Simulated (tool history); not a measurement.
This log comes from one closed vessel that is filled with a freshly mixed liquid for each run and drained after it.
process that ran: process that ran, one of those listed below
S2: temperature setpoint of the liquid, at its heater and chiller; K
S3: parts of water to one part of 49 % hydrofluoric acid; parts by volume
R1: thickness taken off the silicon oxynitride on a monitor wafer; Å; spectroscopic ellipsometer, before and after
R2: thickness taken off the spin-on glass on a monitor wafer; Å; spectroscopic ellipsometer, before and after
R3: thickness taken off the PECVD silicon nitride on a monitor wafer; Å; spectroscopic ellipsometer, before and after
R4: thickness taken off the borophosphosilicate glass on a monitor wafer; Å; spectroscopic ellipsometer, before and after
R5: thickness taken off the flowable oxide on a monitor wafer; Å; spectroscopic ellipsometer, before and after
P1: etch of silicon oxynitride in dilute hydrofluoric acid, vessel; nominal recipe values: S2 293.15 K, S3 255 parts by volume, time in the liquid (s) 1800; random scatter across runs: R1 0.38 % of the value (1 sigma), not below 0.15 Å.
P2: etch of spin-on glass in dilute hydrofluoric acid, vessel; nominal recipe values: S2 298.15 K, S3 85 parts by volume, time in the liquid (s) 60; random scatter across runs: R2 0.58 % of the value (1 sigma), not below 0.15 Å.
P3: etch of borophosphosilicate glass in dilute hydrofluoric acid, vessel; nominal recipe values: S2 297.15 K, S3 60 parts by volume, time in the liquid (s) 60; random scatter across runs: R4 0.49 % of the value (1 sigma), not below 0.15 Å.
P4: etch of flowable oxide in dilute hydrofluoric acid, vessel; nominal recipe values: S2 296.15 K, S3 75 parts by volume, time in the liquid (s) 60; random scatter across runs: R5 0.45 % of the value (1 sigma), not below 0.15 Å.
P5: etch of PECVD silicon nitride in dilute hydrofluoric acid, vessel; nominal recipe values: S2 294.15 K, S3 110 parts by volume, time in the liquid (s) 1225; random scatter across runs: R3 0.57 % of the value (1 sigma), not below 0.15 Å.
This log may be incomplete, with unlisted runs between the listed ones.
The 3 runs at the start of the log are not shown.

run 4 day=0.55 | process_that_ran=P2 S2=298.15 S3=85 time_in_the_liquid_(s)=60 | R2=323.84
run 5 day=0.721 | process_that_ran=P3 S2=297.15 S3=25 time_in_the_liquid_(s)=60 | R4=1466.2
run 6 day=0.858 | process_that_ran=P3 S2=290.15 S3=60 time_in_the_liquid_(s)=60 | R4=436.73
run 7 day=1.012 | process_that_ran=P1 S2=293.15 S3=255 time_in_the_liquid_(s)=1800 | R1=188.87
run 8 day=1.133 | process_that_ran=P3 S2=297.15 S3=60 time_in_the_liquid_(s)=60 | R4=589.04
run 9 day=1.217 | process_that_ran=P1 S2=301.65 S3=255 time_in_the_liquid_(s)=1800 | R1=270.88
run 10 day=1.346 | process_that_ran=P1 S2=293.15 S3=390 time_in_the_liquid_(s)=945 | R1=59.518
run 11 day=1.433 | process_that_ran=P1 S2=293.15 S3=255 time_in_the_liquid_(s)=1800 | R1=187.16
run 12 day=1.517 | process_that_ran=P1 S2=293.15 S3=255 time_in_the_liquid_(s)=1800 | R1=189.09
run 13 day=1.633 | process_that_ran=P1 S2=293.15 S3=255 time_in_the_liquid_(s)=2645 | R1=276.53
run 14 day=1.762 | process_that_ran=P3 S2=297.15 S3=60 time_in_the_liquid_(s)=30 | R4=292.78
run 15 day=1.854 | process_that_ran=P1 S2=293.15 S3=255 time_in_the_liquid_(s)=30 | R1=3.0887
run 16 day=1.933 | process_that_ran=P4 S2=296.15 S3=75 time_in_the_liquid_(s)=30 | R5=223.06
run 17 day=2.104 | process_that_ran=P1 S2=293.15 S3=430 time_in_the_liquid_(s)=1800 | R1=100.16
run 18 day=2.267 | process_that_ran=P2 S2=291.15 S3=85 time_in_the_liquid_(s)=60 | R2=242.66
run 19 day=2.417 | process_that_ran=P5 S2=294.15 S3=110 time_in_the_liquid_(s)=1225 | R3=161.56
run 20 day=2.525 | process_that_ran=P4 S2=296.15 S3=110 time_in_the_liquid_(s)=60 | R5=291

Expected results for the next run?
run 21 day=2.683 | process_that_ran=P1 S2=293.15 S3=255 time_in_the_liquid_(s)=1800 | R1=?

R1: 187.98 Å

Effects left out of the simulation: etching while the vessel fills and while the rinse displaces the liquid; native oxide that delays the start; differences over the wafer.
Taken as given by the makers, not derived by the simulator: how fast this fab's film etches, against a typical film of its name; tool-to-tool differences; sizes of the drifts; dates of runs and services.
